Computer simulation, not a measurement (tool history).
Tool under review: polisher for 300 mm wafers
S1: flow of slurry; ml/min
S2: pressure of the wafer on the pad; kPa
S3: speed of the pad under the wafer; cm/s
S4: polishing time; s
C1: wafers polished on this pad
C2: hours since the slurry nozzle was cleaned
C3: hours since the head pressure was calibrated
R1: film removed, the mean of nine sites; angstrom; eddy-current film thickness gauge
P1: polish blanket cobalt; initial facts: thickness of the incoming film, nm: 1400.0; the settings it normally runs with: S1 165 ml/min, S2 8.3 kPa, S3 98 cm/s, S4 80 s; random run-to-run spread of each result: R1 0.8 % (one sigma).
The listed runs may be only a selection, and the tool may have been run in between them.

run,hour,S1,S2,S3,S4,C1,C2,C3,R1
1,6,165,8.3,98,80,798,53.3,1084.7,2488.2
2,11.9,115,10.3,98,80,845,59.2,1090.6,2858.5
3,19.5,165,13.1,98,80,906,66.8,1098.2,3877.2
4,32.1,165,8.3,98,80,1007,79.4,1110.8,2489.6
5,43.9,260,8.3,98,80,1102,91.2,1122.6,2612.4
6,54.1,165,3.4,98,80,1184,101.4,1132.8,1015.3
7,64.4,165,8.3,98,80,1266,111.7,1143.1,2466.4
8,74.6,165,8.3,98,123,1348,121.9,1153.3,3774.2
9,82,100,8.3,98,80,1408,129.3,1160.7,2217.4
10,90.2,165,8.3,132,80,1473,137.5,1168.9,3273.2
11,98.4,165,8.3,98,80,1539,145.7,1177.1,2467.8
12,105.4,165,8.3,98,41,1595,152.7,1184.1,1256.7
13,113.6,165,8.3,98,80,1661,160.9,1192.3,2487.5
# hour 119.1: head pressure recalibrated
14,122.6,165,8.3,44,80,1733,169.9,3.5,1116.4
15,130.3,165,8.3,98,80,1795,177.6,11.2,2462.2
16,135.9,165,8.3,98,80,1840,183.2,16.8,2439.8
17,146.6,165,8.3,98,80,1926,193.9,27.5,2457.9
18,157.5,165,8.3,98,80,2013,204.8,38.4,2422.8
19,163.9,165,8.3,98,80,2064,211.2,44.8,2383.7
20,175,165,8.3,98,80,2153,222.3,55.9,2317
21,183.1,165,8.3,98,80,2218,230.4,64,2314.1
22,190.7,165,8.3,98,80,2279,238,71.6,2304.1
23,201.2,165,8.3,98,80,2364,248.5,82.1,2298.9
# hour 204.9: worn pad replaced by a new one
24,212.6,165,8.3,98,80,61,259.9,93.5,2266.5
25,222.6,165,8.3,98,80,142,269.9,103.5,2284
26,228.5,165,8.3,98,80,189,275.8,109.4,2272.7

The output of P1 has drifted from where it used to be. Each of the 2 causes below, taken at the size shown beside it, accounts for the log equally well:
A: head's pressure below its setpoint, % = 7.1
B: slurry flow missing at the pad, % = 32.1
The gradual shift began around hour 146.6.
Why every other cause is out:
removal rate lost through wear of the pad, %: serviced at hour 204.9, which brought nothing back

You are offered 4 check runs, listed below with question marks in place of their results; each one averages 3 wafers. Which run separates the listed causes by giving clearly different results for each?
check 1,234.4,105,8.3,58,80,,,,?
check 2,234.4,165,5.5,62,80,,,,?
check 3,234.4,165,12.4,98,80,,,,?
check 4,234.4,165,8.3,46,98,,,,?

Check results expected under each cause:
check,result,if A,if B
check 1,R1,1235.1,1190.7
check 2,R1,962,961.88
check 3,R1,3421.3,3420.9
check 4,R1,1311.5,1311.3
Per check, the gap between the least separated pair of causes, taken in the result that splits them most: check 1 3.66 %; check 2 0.01 %; check 3 0.01 %; check 4 0.01 %
The causes can be told apart only by check 1. The other checks would give nearly the same results under each of them.

Check 1 was then run and gave: R1 1195.7 angstrom. Which cause is it?

It was cause B: slurry flow missing at the pad, %.

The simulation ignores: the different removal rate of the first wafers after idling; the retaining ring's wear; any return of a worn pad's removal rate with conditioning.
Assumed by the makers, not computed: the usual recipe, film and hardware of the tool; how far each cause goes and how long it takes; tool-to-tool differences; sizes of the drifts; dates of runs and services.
